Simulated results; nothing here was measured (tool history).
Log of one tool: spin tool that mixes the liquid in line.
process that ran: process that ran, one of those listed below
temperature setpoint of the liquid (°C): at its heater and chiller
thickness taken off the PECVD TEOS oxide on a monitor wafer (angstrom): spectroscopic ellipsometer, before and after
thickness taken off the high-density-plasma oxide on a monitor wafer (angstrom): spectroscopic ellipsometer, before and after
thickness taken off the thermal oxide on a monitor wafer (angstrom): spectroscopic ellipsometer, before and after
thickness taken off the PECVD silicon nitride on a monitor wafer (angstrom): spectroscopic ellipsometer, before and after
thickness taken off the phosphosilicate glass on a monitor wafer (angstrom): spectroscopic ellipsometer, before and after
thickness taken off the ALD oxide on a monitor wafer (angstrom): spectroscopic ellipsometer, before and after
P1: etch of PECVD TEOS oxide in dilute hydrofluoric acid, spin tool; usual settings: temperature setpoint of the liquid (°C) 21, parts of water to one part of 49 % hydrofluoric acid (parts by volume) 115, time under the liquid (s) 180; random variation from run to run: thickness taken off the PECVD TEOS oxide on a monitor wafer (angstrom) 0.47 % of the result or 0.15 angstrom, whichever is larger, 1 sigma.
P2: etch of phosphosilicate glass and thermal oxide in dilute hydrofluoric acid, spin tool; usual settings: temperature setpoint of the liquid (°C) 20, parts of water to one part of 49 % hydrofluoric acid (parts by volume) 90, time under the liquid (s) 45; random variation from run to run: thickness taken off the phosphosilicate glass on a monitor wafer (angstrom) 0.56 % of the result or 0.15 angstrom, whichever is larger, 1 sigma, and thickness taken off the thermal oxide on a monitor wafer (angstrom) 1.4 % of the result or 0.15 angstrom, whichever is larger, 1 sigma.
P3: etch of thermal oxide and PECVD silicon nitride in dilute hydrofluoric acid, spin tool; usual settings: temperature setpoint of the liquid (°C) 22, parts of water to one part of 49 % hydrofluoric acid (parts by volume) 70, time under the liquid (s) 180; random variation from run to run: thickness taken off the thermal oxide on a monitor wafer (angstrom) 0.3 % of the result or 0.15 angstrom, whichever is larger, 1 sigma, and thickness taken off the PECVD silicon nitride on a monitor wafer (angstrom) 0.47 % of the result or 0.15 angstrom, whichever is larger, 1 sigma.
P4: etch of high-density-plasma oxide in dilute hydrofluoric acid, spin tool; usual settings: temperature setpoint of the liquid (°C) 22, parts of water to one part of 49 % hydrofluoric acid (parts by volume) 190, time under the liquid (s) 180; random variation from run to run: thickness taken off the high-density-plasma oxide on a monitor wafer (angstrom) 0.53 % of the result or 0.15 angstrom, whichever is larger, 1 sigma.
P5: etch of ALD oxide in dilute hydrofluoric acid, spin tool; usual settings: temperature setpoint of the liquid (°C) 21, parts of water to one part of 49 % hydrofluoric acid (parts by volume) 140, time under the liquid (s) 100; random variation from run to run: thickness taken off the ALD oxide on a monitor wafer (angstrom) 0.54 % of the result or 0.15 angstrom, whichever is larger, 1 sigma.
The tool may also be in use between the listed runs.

| run | hour | process that ran | temperature setpoint of the liquid (°C) | parts of water to one part of 49 % hydrofluoric acid (parts by volume) | time under the liquid (s) | thickness taken off the PECVD TEOS oxide on a monitor wafer (angstrom) | thickness taken off the high-density-plasma oxide on a monitor wafer (angstrom) | thickness taken off the thermal oxide on a monitor wafer (angstrom) | thickness taken off the PECVD silicon nitride on a monitor wafer (angstrom) | thickness taken off the phosphosilicate glass on a monitor wafer (angstrom) | thickness taken off the ALD oxide on a monitor wafer (angstrom) |
|---|---|---|---|---|---|---|---|---|---|---|---|
| 1 | 12.2 | P1 | 21 | 115 | 180 | 159.66 |  |  |  |  |  |
| 2 | 23.1 | P4 | 18 | 190 | 180 |  | 68.518 |  |  |  |  |
| 3 | 31.1 | P1 | 21 | 210 | 180 | 78.28 |  |  |  |  |  |
| 4 | 40.9 | P3 | 22 | 70 | 270 |  |  | 187.7 | 99.82 |  |  |
| 5 | 47.7 | P1 | 17 | 170 | 180 | 86.246 |  |  |  |  |  |
| 6 | 59.4 | P1 | 21 | 115 | 180 | 157.32 |  |  |  |  |  |
| 7 | 67.8 | P1 | 21 | 115 | 180 | 158.26 |  |  |  |  |  |
| 8 | 77.2 | P1 | 21 | 115 | 180 | 157.87 |  |  |  |  |  |
| 9 | 89.5 | P2 | 17 | 90 | 45 |  |  | 17.38 |  | 388.38 |  |
| 10 | 102 | P4 | 22 | 65 | 180 |  | 269.09 |  |  |  |  |
| 11 | 114.3 | P4 | 22 | 190 | 180 |  | 79.796 |  |  |  |  |
| 12 | 124.4 | P1 | 21 | 115 | 180 | 158.46 |  |  |  |  |  |
| 13 | 135.7 | P4 | 22 | 190 | 180 |  | 80.095 |  |  |  |  |
| 14 | 143.6 | P1 | 21 | 115 | 85 | 75.366 |  |  |  |  |  |
| 15 | 152.8 | P1 | 21 | 115 | 270 | 236.7 |  |  |  |  |  |
| 16 | 159.7 | P3 | 22 | 70 | 180 |  |  | 124.56 | 66.999 |  |  |
| 17 | 169.5 | P1 | 18 | 30 | 180 | 586.08 |  |  |  |  |  |
| 18 | 180.1 | P2 | 20 | 90 | 45 |  |  | 20.167 |  | 440.65 |  |
| 19 | 186.5 | P5 | 21 | 195 | 100 |  |  |  |  |  | 136.85 |

Run 20 comes next. What will it give?
| 20 | 198.7 | P5 | 28 | 140 | 100 |  |  |  |  |  | ? |

thickness taken off the ALD oxide on a monitor wafer (angstrom): 266.08
